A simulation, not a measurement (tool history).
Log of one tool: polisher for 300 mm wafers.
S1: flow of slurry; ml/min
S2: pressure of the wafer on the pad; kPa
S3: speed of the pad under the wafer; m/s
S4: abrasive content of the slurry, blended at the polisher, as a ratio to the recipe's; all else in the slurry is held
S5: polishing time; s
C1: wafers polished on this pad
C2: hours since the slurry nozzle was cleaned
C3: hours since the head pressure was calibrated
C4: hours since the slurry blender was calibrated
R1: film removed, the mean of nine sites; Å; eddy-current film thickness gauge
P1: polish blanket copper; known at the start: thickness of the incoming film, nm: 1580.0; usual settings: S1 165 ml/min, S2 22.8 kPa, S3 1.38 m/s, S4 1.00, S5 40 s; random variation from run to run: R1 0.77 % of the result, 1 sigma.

run,hour,S1,S2,S3,S4,S5,C1,C2,C3,C4,R1
1,7.8,165,22.8,1.38,1.00,40,227,127.0,236.8,216.9,1609.60
2,18.6,165,22.8,0.68,1.00,40,303,137.8,247.6,227.7,795.49
3,28.5,165,22.8,1.98,1.00,40,372,147.7,257.5,237.6,2318.10
4,39.1,165,22.8,1.38,0.70,40,447,158.3,268.1,248.2,1495.10
5,52.7,165,22.8,0.90,1.00,51,542,171.9,281.7,261.8,1355.50
6,65.7,165,29.0,1.38,1.00,40,633,184.9,294.7,274.8,2085.50
7,75.2,165,22.8,1.38,1.00,40,700,194.4,304.2,284.3,1614.90
8,83.1,165,11.7,1.38,1.00,40,756,202.3,312.1,292.2,825.68
9,90.4,165,22.8,1.38,1.00,23,807,209.6,319.4,299.5,939.48
10,99.0,165,22.8,1.38,1.00,60,867,218.2,328.0,308.1,2409.80
11,107.9,165,22.8,1.38,1.00,40,930,227.1,336.9,317.0,1610.90
12,114.7,165,22.8,1.38,1.00,40,977,233.9,343.7,323.8,1635.60
13,128.4,165,22.8,1.38,1.25,40,1074,247.6,357.4,337.5,1708.30
14,138.7,165,22.8,1.38,1.00,40,1146,257.9,367.7,347.8,1619.00
15,148.7,100,22.8,1.38,1.00,40,1216,267.9,377.7,357.8,1455.00
16,158.3,230,22.8,1.92,1.00,40,1284,277.5,387.3,367.4,2366.10
17,165.4,230,13.1,1.38,1.00,40,1333,284.6,394.4,374.5,975.13
18,174.5,165,22.8,1.38,1.00,40,1397,293.7,403.5,383.6,1614.90
19,188.3,250,22.8,1.38,1.00,40,1494,307.5,417.3,397.4,1703.10
20,196.9,165,22.8,1.38,1.00,40,1555,316.1,425.9,406.0,1619.50
21,203.0,165,22.8,1.38,1.00,40,1597,322.2,432.0,412.1,1603.70
22,212.7,165,22.8,1.38,1.00,40,1665,331.9,441.7,421.8,1567.80
23,225.5,165,22.8,1.38,1.00,40,1755,344.7,454.5,434.6,1515.80
# hour 229.8: head pressure recalibrated
24,234.4,165,22.8,1.38,1.00,40,1818,353.6,4.7,443.5,1493.40
25,241.2,165,22.8,1.38,1.00,40,1866,360.4,11.5,450.3,1483.80
26,247.6,165,22.8,1.38,1.00,40,1911,366.8,17.9,456.7,1490.60
# hour 257.0: slurry blender recalibrated
27,257.4,165,22.8,1.38,1.00,40,1979,376.6,27.7,0.4,1488.20
28,265.1,165,22.8,1.38,1.00,40,2033,384.3,35.4,8.1,1474.80
29,278.8,165,22.8,1.38,1.00,40,2130,398.0,49.1,21.8,1483.80

What P1 gives has crept away from where it was. These 2 causes fit the log equally well, each at the size given:
A: slurry flow missing at the pad, % = 38.3
B: removal rate lost through wear of the pad, % = 9.15
The creep began at about hour 203.0.
Why every other cause is out:
head's pressure below its setpoint, %: serviced at hour 229.8, which brought nothing back
abrasive missing from the slurry, %: serviced at hour 257.0, which brought nothing back

4 check runs are offered, each on 2 wafers whose results are averaged, their results left as question marks. Which one tells the causes apart?
check 1,292.5,165,17.2,1.38,1.00,49,,,,,?
check 2,292.5,165,22.8,1.38,1.20,40,,,,,?
check 3,292.5,165,22.8,1.38,0.75,40,,,,,?
check 4,292.5,100,22.8,1.38,1.00,40,,,,,?

What each check would give under each cause:
check,result,if A,if B
check 1,R1,1365.50,1365.50
check 2,R1,1530.70,1530.70
check 3,R1,1384.90,1384.90
check 4,R1,1262.10,1330.90
How far apart the two closest causes lie, in the result that separates them most: check 1 0 %; check 2 0 %; check 3 0 %; check 4 5.31 %
Only check 4 tells the causes apart: in the others they would give nearly the same result.

Then check 4 was run and gave: R1 1335.30 Å. Which cause is it?

It is B: removal rate lost through wear of the pad, %.
